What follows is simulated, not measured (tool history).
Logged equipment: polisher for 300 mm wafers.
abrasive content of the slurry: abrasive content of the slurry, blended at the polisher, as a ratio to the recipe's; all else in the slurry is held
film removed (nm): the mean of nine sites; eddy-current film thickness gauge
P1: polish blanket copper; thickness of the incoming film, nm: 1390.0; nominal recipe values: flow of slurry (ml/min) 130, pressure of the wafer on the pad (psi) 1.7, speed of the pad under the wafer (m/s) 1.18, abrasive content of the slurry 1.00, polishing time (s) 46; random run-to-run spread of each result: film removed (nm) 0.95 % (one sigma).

run,hour,flow of slurry (ml/min),pressure of the wafer on the pad (psi),speed of the pad under the wafer (m/s),abrasive content of the slurry,polishing time (s),wafers polished on this pad,hours since the slurry nozzle was cleaned,hours since the head pressure was calibrated,hours since the slurry blender was calibrated,film removed (nm)
1,7.7,130,1.7,1.18,1.00,46,298,64.4,246.8,109.1,92.683
2,14.7,130,2.2,1.18,1.00,46,367,71.4,253.8,116.1,123.140
3,24.1,130,1.7,1.18,0.75,22,459,80.8,263.2,125.5,42.007
4,33.2,130,1.7,1.80,1.00,46,549,89.9,272.3,134.6,141.670
5,41.3,180,1.7,1.18,1.00,46,629,98.0,280.4,142.7,99.343
6,52.1,195,2.5,1.18,1.00,46,735,108.8,291.2,153.5,148.840
7,61.8,130,1.7,1.18,0.55,46,831,118.5,300.9,163.2,81.232
8,71.6,130,1.7,1.18,1.00,46,927,128.3,310.7,173.0,92.945
9,81.2,130,1.7,1.18,1.50,46,1022,137.9,320.3,182.6,100.760
10,87.7,130,1.7,1.18,1.00,21,1086,144.4,326.8,189.1,42.109
11,96.5,130,0.9,1.18,1.00,46,1173,153.2,335.6,197.9,49.533
12,105.8,130,1.7,1.86,1.25,46,1264,162.5,344.9,207.2,153.370
13,113.4,130,1.7,1.18,1.00,46,1339,170.1,352.5,214.8,93.594
14,125.4,80,1.7,1.18,1.00,46,1457,182.1,364.5,226.8,83.060
15,136.6,130,1.7,1.18,1.00,46,1568,193.3,375.7,238.0,93.675
16,144.0,130,1.7,1.18,1.00,65,1641,200.7,383.1,245.4,129.610
17,153.5,130,1.7,1.18,1.00,46,1734,210.2,392.6,254.9,93.175
18,159.9,130,1.7,0.84,1.00,46,1797,216.6,399.0,261.3,66.813
19,170.6,130,1.7,1.18,1.00,46,1903,227.3,409.7,272.0,93.181
20,180.0,130,1.7,1.18,1.00,46,1995,236.7,419.1,281.4,89.490
21,191.5,130,1.7,1.18,1.00,46,2109,248.2,430.6,292.9,87.121
# hour 195.8: slurry blender recalibrated
22,200.2,130,1.7,1.18,1.00,46,2194,256.9,439.3,4.5,85.807
# hour 206.5: worn pad replaced by a new one
23,207.3,130,1.7,1.18,1.00,46,8,264.0,446.4,11.6,84.654
24,212.6,130,1.7,1.18,1.00,46,60,269.3,451.7,16.9,83.647
25,218.9,130,1.7,1.18,1.00,46,122,275.6,458.0,23.2,83.917
26,225.8,130,1.7,1.18,1.00,46,190,282.5,464.9,30.1,82.501
27,233.0,130,1.7,1.18,1.00,46,261,289.7,472.1,37.3,83.086

Compared with where it was, what P1 gives has crept away. Each cause listed below fits the log as well as the rest, at the size given for it:
A: slurry flow missing at the pad, % = 35.9
B: head's pressure below its setpoint, % = 10.2
The gradual shift began around hour 170.6.
Other possible causes, and why each is ruled out:
removal rate lost through wear of the pad, %: was serviced at hour 206.5, once the creep was under way, yet the earlier output never came back
abrasive missing from the slurry, %: was serviced at hour 195.8, once the creep was under way, yet the earlier output never came back

Consider the 4 check runs below, whose results appear as question marks and each of which averages 2 wafers. Which one distinguishes the causes, in that each cause would give it a clearly different result?
check 1,240.2,130,1.7,1.18,1.45,46,,,,,?
check 2,240.2,80,1.7,1.78,1.00,46,,,,,?
check 3,240.2,130,1.7,1.18,0.60,63,,,,,?
check 4,240.2,130,1.7,1.66,1.00,25,,,,,?

How each check would come out, cause by cause:
check,result,if A,if B
check 1,film removed (nm),90.895,90.907
check 2,film removed (nm),106.110,112.140
check 3,film removed (nm),103.210,103.220
check 4,film removed (nm),64.064,64.072
Gap, in per cent, between the two causes that each check separates least, read from the result that separates them most: check 1 0.01 %; check 2 5.53 %; check 3 0.01 %; check 4 0.01 %
Of the check runs offered, only check 2 discriminates between the causes; the rest would read about the same regardless of which cause applies.

After running check 2, the following was obtained: film removed (nm) 112.970. Which cause does this point to?

It is B: head's pressure below its setpoint, %.

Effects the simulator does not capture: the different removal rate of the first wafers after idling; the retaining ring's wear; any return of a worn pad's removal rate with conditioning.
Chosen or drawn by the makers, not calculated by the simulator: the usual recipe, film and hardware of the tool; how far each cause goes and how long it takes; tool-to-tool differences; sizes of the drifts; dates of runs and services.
